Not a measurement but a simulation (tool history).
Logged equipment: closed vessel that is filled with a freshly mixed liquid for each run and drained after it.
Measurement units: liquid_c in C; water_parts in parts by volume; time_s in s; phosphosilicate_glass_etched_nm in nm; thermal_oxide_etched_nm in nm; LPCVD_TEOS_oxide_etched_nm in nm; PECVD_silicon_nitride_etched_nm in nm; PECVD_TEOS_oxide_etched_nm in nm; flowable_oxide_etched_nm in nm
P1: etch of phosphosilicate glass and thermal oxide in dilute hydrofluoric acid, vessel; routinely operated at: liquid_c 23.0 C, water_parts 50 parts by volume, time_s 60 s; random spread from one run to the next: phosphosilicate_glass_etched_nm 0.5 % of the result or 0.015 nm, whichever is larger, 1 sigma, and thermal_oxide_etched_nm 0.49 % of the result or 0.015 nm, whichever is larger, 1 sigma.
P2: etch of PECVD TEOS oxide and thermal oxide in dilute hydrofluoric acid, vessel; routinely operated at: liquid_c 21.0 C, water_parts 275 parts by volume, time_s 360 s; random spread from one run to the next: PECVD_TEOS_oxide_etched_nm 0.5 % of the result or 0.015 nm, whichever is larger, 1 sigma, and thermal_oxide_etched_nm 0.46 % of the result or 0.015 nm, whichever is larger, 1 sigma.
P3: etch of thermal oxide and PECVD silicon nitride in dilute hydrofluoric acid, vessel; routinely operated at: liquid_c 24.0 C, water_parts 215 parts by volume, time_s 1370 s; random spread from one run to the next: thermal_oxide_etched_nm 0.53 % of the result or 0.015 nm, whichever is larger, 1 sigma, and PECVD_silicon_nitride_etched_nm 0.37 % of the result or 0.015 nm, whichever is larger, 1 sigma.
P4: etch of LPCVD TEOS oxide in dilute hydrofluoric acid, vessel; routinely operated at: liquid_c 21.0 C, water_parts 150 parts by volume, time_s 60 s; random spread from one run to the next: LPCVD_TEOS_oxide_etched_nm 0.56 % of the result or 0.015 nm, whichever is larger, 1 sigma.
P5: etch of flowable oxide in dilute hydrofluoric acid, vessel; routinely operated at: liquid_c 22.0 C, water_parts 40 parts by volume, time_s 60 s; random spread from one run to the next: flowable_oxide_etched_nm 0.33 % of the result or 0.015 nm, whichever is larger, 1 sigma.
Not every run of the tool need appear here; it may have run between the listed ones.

run	hour	process	liquid_c	water_parts	time_s	hours since the thermometer was replaced	hours since the hydrofluoric acid flow meter was replaced	phosphosilicate_glass_etched_nm	thermal_oxide_etched_nm	LPCVD_TEOS_oxide_etched_nm	PECVD_silicon_nitride_etched_nm	PECVD_TEOS_oxide_etched_nm	flowable_oxide_etched_nm
1	13.8	P1	23.0	50	60	167.4	705.4	162.390	5.3942				
2	26.4	P4	28.5	150	60	180.0	718.0			14.047			
3	35.5	P3	24.0	215	685	189.1	727.1		13.3920		15.563		
4	45.9	P2	17.0	275	360	199.5	737.5		3.8377			10.194	
5	52.8	P1	23.0	50	60	206.4	744.4	161.650	5.3280				
6	64.5	P2	21.0	50	360	218.1	756.1		31.3150			81.482	
7	79.0	P2	21.0	275	360	232.6	770.6		4.5010			11.798	
8	92.0	P4	21.0	150	105	245.6	783.6			18.508			
9	103.6	P5	22.0	40	115	257.2	795.2						78.445
10	116.8	P1	23.0	90	60	270.4	808.4	85.626	2.8531				
11	123.8	P1	17.0	50	60	277.4	815.4	125.170	4.1477				
12	133.3	P1	23.0	20	30	286.9	824.9	210.010	7.0208				
13	145.2	P1	23.0	50	115	298.8	836.8	310.380	10.3220				
14	151.8	P3	24.0	125	1370	305.4	843.4		50.5910		53.313		
15	165.3	P1	30.5	50	60	318.9	856.9	218.060	7.2641				
16	176.9	P5	22.0	55	60	330.5	868.5						29.258
17	188.1	P4	21.0	70	60	341.7	879.7			24.774			
18	200.4	P2	21.0	275	170	354.0	892.0		2.1320			5.570	
19	214.2	P5	22.0	40	60	367.8	905.8						41.074
20	226.7	P2	21.0	275	360	380.3	918.3		4.4812			11.883	
21	239.7	P1	17.0	65	60	393.3	931.3	95.371	3.1582				
22	248.6	P5	22.0	40	60	402.2	940.2						41.020
23	262.4	P4	21.0	150	60	416.0	954.0			10.458			
24	273.0	P1	23.0	20	60	426.6	964.6	422.800	14.0660				
25	279.6	P5	18.5	40	60	433.2	971.2						35.191
26	290.2	P4	21.0	150	60	443.8	981.8			10.683			
27	303.0	P1	23.0	50	60	456.6	994.6	161.460	5.3923				
28	310.8	P1	23.0	50	60	464.4	1002.4	160.700	5.3700				
29	323.4	P3	24.0	215	1370	477.0	1015.0		26.9910		31.270		
30	330.6	P3	17.5	215	1370	484.2	1022.2		21.1450		20.404		
31	336.9	P1	23.0	50	30	490.5	1028.5	81.507	2.6741				
32	349.5	P1	23.0	50	60	503.1	1041.1	161.870	5.3864				
33	362.3	P1	23.0	50	60	515.9	1053.9	153.800	5.0700				
34	370.3	P1	23.0	50	60	523.9	1061.9	151.050	5.0868				
35	378.9	P1	23.0	50	60	532.5	1070.5	148.640	4.9260				
36	385.2	P1	23.0	50	60	538.8	1076.8	149.050	4.9059				
37	392.8	P1	23.0	50	60	546.4	1084.4	148.150	4.8791				
38	404.5	P1	23.0	50	60	558.1	1096.1	147.080	4.9309				
39	412.2	P1	23.0	50	60	565.8	1103.8	147.940	4.8666				

Run 40 has not been measured yet. What should we expect?
40	426.0	P1	23.0	50	60	579.6	1117.6	?	?				

Run 40 came out at phosphosilicate_glass_etched_nm 145.000 nm, thermal_oxide_etched_nm 4.8487 nm.

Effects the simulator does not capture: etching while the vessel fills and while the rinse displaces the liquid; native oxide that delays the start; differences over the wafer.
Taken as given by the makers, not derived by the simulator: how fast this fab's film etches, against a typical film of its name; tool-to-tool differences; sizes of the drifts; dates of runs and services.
